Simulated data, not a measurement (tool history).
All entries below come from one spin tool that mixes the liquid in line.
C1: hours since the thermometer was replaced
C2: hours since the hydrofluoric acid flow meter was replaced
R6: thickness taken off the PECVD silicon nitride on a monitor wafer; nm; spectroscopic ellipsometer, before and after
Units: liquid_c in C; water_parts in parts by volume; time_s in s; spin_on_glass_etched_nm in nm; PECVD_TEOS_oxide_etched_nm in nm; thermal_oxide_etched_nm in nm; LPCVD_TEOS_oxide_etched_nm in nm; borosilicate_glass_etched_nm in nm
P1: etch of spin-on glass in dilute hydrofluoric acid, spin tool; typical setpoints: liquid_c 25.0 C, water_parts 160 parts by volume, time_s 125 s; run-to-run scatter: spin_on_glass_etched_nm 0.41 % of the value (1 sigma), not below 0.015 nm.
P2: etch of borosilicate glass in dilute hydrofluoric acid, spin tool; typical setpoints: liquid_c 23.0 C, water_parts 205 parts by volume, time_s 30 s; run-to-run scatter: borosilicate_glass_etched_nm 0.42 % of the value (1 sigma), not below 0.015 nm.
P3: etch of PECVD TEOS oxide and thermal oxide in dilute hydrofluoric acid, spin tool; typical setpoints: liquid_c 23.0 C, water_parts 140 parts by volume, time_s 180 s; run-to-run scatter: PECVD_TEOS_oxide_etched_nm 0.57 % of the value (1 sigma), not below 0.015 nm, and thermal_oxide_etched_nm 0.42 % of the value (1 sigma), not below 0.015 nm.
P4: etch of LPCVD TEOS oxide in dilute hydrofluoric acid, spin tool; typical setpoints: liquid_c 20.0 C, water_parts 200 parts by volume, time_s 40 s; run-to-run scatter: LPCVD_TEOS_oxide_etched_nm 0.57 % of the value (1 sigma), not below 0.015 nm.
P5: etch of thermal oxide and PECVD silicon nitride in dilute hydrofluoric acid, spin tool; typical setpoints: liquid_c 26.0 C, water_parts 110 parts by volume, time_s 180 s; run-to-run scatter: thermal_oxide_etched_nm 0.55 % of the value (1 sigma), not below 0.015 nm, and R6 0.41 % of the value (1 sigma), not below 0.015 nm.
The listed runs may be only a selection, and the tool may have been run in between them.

Run 1, hour 9.3: process P1, liquid_c 25.0 C, water_parts 160 parts by volume, time_s 125 s; C1 1629.9; C2 509.9. Result: spin_on_glass_etched_nm 32.9230 nm.
Run 2, hour 15.8: process P1, liquid_c 25.0 C, water_parts 160 parts by volume, time_s 125 s; C1 1636.4; C2 516.4. Result: spin_on_glass_etched_nm 32.5760 nm.
Run 3, hour 22.6: process P3, liquid_c 23.0 C, water_parts 140 parts by volume, time_s 325 s; C1 1643.2; C2 523.2. Result: PECVD_TEOS_oxide_etched_nm 30.617 nm, thermal_oxide_etched_nm 10.3420 nm.
Run 4, hour 29.5: process P1, liquid_c 25.0 C, water_parts 95 parts by volume, time_s 125 s; C1 1650.1; C2 530.1. Result: spin_on_glass_etched_nm 59.8700 nm.
Run 5, hour 37.1: process P4, liquid_c 20.0 C, water_parts 60 parts by volume, time_s 40 s; C1 1657.7; C2 537.7. Result: LPCVD_TEOS_oxide_etched_nm 27.2860 nm.
Run 6, hour 46.0: process P1, liquid_c 25.0 C, water_parts 290 parts by volume, time_s 30 s; C1 1666.6; C2 546.6. Result: spin_on_glass_etched_nm 3.7919 nm.
Run 7, hour 52.3: process P2, liquid_c 23.0 C, water_parts 205 parts by volume, time_s 30 s; C1 1672.9; C2 552.9. Result: borosilicate_glass_etched_nm 5.6188 nm.
Run 8, hour 57.3: process P5, liquid_c 20.5 C, water_parts 110 parts by volume, time_s 180 s; C1 1677.9; C2 557.9. Result: thermal_oxide_etched_nm 6.6277 nm, R6 6.9828 nm.
Run 9, hour 65.7: process P2, liquid_c 17.0 C, water_parts 205 parts by volume, time_s 30 s; C1 1686.3; C2 566.3. Result: borosilicate_glass_etched_nm 4.4265 nm.
Run 10, hour 73.6: process P1, liquid_c 25.0 C, water_parts 225 parts by volume, time_s 125 s; C1 1694.2; C2 574.2. Result: spin_on_glass_etched_nm 21.6250 nm.
Run 11, hour 80.5: process P5, liquid_c 26.0 C, water_parts 110 parts by volume, time_s 180 s; C1 1701.1; C2 581.1. Result: thermal_oxide_etched_nm 8.3184 nm, R6 10.0180 nm.
Run 12, hour 86.1: process P1, liquid_c 25.0 C, water_parts 160 parts by volume, time_s 125 s; C1 1706.7; C2 586.7. Result: spin_on_glass_etched_nm 32.9070 nm.
Run 13, hour 93.1: process P5, liquid_c 26.0 C, water_parts 110 parts by volume, time_s 180 s; C1 1713.7; C2 593.7. Result: thermal_oxide_etched_nm 8.2390 nm, R6 10.0860 nm.
Run 14, hour 101.6: process P2, liquid_c 23.0 C, water_parts 65 parts by volume, time_s 30 s; C1 1722.2; C2 602.2. Result: borosilicate_glass_etched_nm 20.7640 nm.
Run 15, hour 113.2: process P1, liquid_c 25.0 C, water_parts 160 parts by volume, time_s 125 s; C1 1733.8; C2 613.8. Result: spin_on_glass_etched_nm 32.7990 nm.
Run 16, hour 122.5: process P2, liquid_c 23.0 C, water_parts 205 parts by volume, time_s 15 s; C1 1743.1; C2 623.1. Result: borosilicate_glass_etched_nm 2.8177 nm.
Run 17, hour 130.2: process P3, liquid_c 23.0 C, water_parts 140 parts by volume, time_s 180 s; C1 1750.8; C2 630.8. Result: PECVD_TEOS_oxide_etched_nm 16.966 nm, thermal_oxide_etched_nm 5.7000 nm.
Run 18, hour 139.9: process P1, liquid_c 32.0 C, water_parts 160 parts by volume, time_s 125 s; C1 1760.5; C2 640.5. Result: spin_on_glass_etched_nm 42.3420 nm.
Run 19, hour 151.0: process P4, liquid_c 20.0 C, water_parts 200 parts by volume, time_s 15 s; C1 1771.6; C2 651.6. Result: LPCVD_TEOS_oxide_etched_nm 2.6141 nm.
Run 20, hour 160.1: process P1, liquid_c 25.0 C, water_parts 160 parts by volume, time_s 200 s; C1 1780.7; C2 660.7. Result: spin_on_glass_etched_nm 52.5630 nm.
Run 21, hour 167.3: process P3, liquid_c 17.0 C, water_parts 140 parts by volume, time_s 180 s; C1 1787.9; C2 667.9. Result: PECVD_TEOS_oxide_etched_nm 13.305 nm, thermal_oxide_etched_nm 4.5370 nm.
Run 22, hour 172.6: process P1, liquid_c 25.0 C, water_parts 160 parts by volume, time_s 15 s; C1 1793.2; C2 673.2. Result: spin_on_glass_etched_nm 3.9589 nm.
Run 23, hour 180.6: process P4, liquid_c 27.0 C, water_parts 200 parts by volume, time_s 40 s; C1 1801.2; C2 681.2. Result: LPCVD_TEOS_oxide_etched_nm 8.9418 nm.
Run 24, hour 192.1: process P3, liquid_c 23.0 C, water_parts 140 parts by volume, time_s 180 s; C1 1812.7; C2 692.7. Result: PECVD_TEOS_oxide_etched_nm 17.020 nm, thermal_oxide_etched_nm 5.7466 nm.
Run 25, hour 202.4: process P5, liquid_c 26.0 C, water_parts 30 parts by volume, time_s 180 s; C1 1823.0; C2 703.0. Result: thermal_oxide_etched_nm 33.7450 nm, R6 36.3950 nm.
Run 26, hour 213.7: process P4, liquid_c 20.0 C, water_parts 200 parts by volume, time_s 40 s; C1 1834.3; C2 714.3. Result: LPCVD_TEOS_oxide_etched_nm 6.9326 nm.
Run 27, hour 224.9: process P1, liquid_c 25.0 C, water_parts 265 parts by volume, time_s 65 s; C1 1845.5; C2 725.5. Result: spin_on_glass_etched_nm 9.2230 nm.
Run 28, hour 235.6: process P4, liquid_c 20.0 C, water_parts 200 parts by volume, time_s 40 s; C1 1856.2; C2 736.2. Result: LPCVD_TEOS_oxide_etched_nm 7.0658 nm.
Run 29, hour 246.2: process P5, liquid_c 26.0 C, water_parts 110 parts by volume, time_s 355 s; C1 1866.8; C2 746.8. Result: thermal_oxide_etched_nm 16.1740 nm, R6 19.7130 nm.
Run 30, hour 251.4: process P1, liquid_c 25.0 C, water_parts 160 parts by volume, time_s 125 s; C1 1872.0; C2 752.0. Result: spin_on_glass_etched_nm 32.6920 nm.
Run 31, hour 260.4: process P1, liquid_c 17.5 C, water_parts 160 parts by volume, time_s 125 s; C1 1881.0; C2 761.0. Result: spin_on_glass_etched_nm 24.5340 nm.
Run 32, hour 269.4: process P3, liquid_c 23.0 C, water_parts 210 parts by volume, time_s 180 s; C1 1890.0; C2 770.0. Result: PECVD_TEOS_oxide_etched_nm 10.396 nm, thermal_oxide_etched_nm 3.5586 nm.
Run 33, hour 276.5: process P1, liquid_c 25.0 C, water_parts 160 parts by volume, time_s 125 s; C1 1897.1; C2 777.1. Result: spin_on_glass_etched_nm 32.6310 nm.
Run 34, hour 282.6: process P1, liquid_c 25.0 C, water_parts 160 parts by volume, time_s 125 s; C1 1903.2; C2 783.2. Result: spin_on_glass_etched_nm 32.0180 nm.
Run 35, hour 288.5: process P1, liquid_c 25.0 C, water_parts 160 parts by volume, time_s 125 s; C1 1909.1; C2 789.1. Result: spin_on_glass_etched_nm 31.4930 nm.
Run 36, hour 295.6: process P1, liquid_c 25.0 C, water_parts 160 parts by volume, time_s 125 s; C1 1916.2; C2 796.2. Result: spin_on_glass_etched_nm 31.0270 nm.
Run 37, hour 304.6: process P1, liquid_c 25.0 C, water_parts 160 parts by volume, time_s 125 s; C1 1925.2; C2 805.2. Result: spin_on_glass_etched_nm 30.5150 nm.
Run 38, hour 309.7: process P1, liquid_c 25.0 C, water_parts 160 parts by volume, time_s 125 s; C1 1930.3; C2 810.3. Result: spin_on_glass_etched_nm 30.6820 nm.
Run 39, hour 317.2: process P1, liquid_c 25.0 C, water_parts 160 parts by volume, time_s 125 s; C1 1937.8; C2 817.8. Result: spin_on_glass_etched_nm 30.2590 nm.
Run 40, hour 327.3: process P1, liquid_c 25.0 C, water_parts 160 parts by volume, time_s 125 s; C1 1947.9; C2 827.9. Result: spin_on_glass_etched_nm 29.9440 nm.
Run 41, hour 338.3: process P1, liquid_c 25.0 C, water_parts 160 parts by volume, time_s 125 s; C1 1958.9; C2 838.9. Result: spin_on_glass_etched_nm 30.2260 nm.
Run 42, hour 343.4: process P1, liquid_c 25.0 C, water_parts 160 parts by volume, time_s 125 s; C1 1964.0; C2 844.0. Result: spin_on_glass_etched_nm 29.9840 nm.
Run 43, hour 353.7: process P1, liquid_c 25.0 C, water_parts 160 parts by volume, time_s 125 s; C1 1974.3; C2 854.3. Result: spin_on_glass_etched_nm 30.0620 nm.

Something has made what P1 gives creep away from where it was; the 2 causes below, each at its own stated size, fit the log equally well:
A: hydrofluoric acid flow below the setpoint (%) = 7.25
B: liquid colder than its thermometer reads (K) = 2.36
The drift started at roughly hour 276.5.

Each of the 4 check runs below uses one wafer; its results are left as question marks. Which run tells the causes apart?
Run check 1, hour 364.0: process P3, liquid_c 17.5 C, water_parts 140 parts by volume, time_s 180 s. Result: PECVD_TEOS_oxide_etched_nm ?, thermal_oxide_etched_nm ?.
Run check 2, hour 364.0: process P4, liquid_c 27.0 C, water_parts 200 parts by volume, time_s 15 s. Result: LPCVD_TEOS_oxide_etched_nm ?.
Run check 3, hour 364.0: process P5, liquid_c 26.0 C, water_parts 110 parts by volume, time_s 340 s. Result: thermal_oxide_etched_nm ?, R6 ?.
Run check 4, hour 364.0: process P2, liquid_c 19.0 C, water_parts 205 parts by volume, time_s 15 s. Result: borosilicate_glass_etched_nm ?.

Predicted outcomes, by check and by cause:
  check                        result     if A     if B
check 1    PECVD_TEOS_oxide_etched_nm   12.482   12.335
check 1       thermal_oxide_etched_nm   4.2150   4.1651
check 2    LPCVD_TEOS_oxide_etched_nm   3.0948   3.1183
check 3       thermal_oxide_etched_nm  14.2840  14.1980
check 3                            R6  17.5970  16.2620
check 4  borosilicate_glass_etched_nm   2.2066   2.2008
Per check, the gap between the least separated pair of causes, taken in the result that splits them most: check 1 1.19 %; check 2 0.76 %; check 3 7.89 %; check 4 0.26 %
The causes can be told apart only by check 3. The other checks would give nearly the same results under each of them.

The results of check 3 are: thermal_oxide_etched_nm 14.2170 nm; R6 17.6220 nm. Based on these, which of the listed causes is it?

The cause is A: hydrofluoric acid flow below the setpoint (%).

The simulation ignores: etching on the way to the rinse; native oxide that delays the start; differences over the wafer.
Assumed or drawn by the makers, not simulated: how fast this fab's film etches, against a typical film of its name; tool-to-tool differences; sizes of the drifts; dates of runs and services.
